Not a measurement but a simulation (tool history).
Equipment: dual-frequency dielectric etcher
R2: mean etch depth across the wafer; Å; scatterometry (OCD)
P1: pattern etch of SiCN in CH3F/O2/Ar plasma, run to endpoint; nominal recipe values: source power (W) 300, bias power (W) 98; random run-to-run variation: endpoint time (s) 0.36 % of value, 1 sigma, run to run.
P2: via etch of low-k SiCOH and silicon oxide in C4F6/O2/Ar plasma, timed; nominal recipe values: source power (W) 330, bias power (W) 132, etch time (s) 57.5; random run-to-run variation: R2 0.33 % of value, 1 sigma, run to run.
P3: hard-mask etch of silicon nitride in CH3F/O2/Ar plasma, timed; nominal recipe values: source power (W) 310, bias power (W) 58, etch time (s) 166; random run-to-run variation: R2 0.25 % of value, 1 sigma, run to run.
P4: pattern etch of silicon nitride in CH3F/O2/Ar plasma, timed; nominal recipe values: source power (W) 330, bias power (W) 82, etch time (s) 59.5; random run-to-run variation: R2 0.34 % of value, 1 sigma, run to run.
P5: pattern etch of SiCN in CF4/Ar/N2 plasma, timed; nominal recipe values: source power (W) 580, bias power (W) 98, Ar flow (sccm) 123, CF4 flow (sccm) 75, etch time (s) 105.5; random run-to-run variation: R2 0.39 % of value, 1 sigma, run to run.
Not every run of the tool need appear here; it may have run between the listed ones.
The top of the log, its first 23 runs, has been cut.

run 24 day=4.454 | process_that_ran=P4 source_power_(W)=330 bias_power_(W)=49 etch_time_(s)=59.5 | R2=334.72
run 25 day=4.683 | process_that_ran=P4 source_power_(W)=220 bias_power_(W)=82 etch_time_(s)=59.5 | R2=340.27
run 26 day=4.925 | process_that_ran=P2 source_power_(W)=330 bias_power_(W)=132 etch_time_(s)=57.5 | R2=1255.8
run 27 day=5.062 | process_that_ran=P1 source_power_(W)=360 bias_power_(W)=123 | endpoint_time_(s)=28.781
run 28 day=5.292 | process_that_ran=P3 source_power_(W)=310 bias_power_(W)=81 etch_time_(s)=166 | R2=1098
run 29 day=5.454 | process_that_ran=P5 source_power_(W)=580 bias_power_(W)=59 Ar_flow_(sccm)=123 CF4_flow_(sccm)=75 etch_time_(s)=105.5 | R2=1027.8
run 30 day=5.625 | process_that_ran=P1 source_power_(W)=300 bias_power_(W)=98 | endpoint_time_(s)=33.63
run 31 day=5.804 | process_that_ran=P1 source_power_(W)=190 bias_power_(W)=98 | endpoint_time_(s)=39.819
run 32 day=6.05 | process_that_ran=P5 source_power_(W)=580 bias_power_(W)=98 Ar_flow_(sccm)=123 CF4_flow_(sccm)=75 etch_time_(s)=130.5 | R2=1501.2

Run 33 comes next. What will it give?
run 33 day=6.258 | process_that_ran=P1 source_power_(W)=300 bias_power_(W)=98 | endpoint_time_(s)=?

endpoint time (s): 33.444

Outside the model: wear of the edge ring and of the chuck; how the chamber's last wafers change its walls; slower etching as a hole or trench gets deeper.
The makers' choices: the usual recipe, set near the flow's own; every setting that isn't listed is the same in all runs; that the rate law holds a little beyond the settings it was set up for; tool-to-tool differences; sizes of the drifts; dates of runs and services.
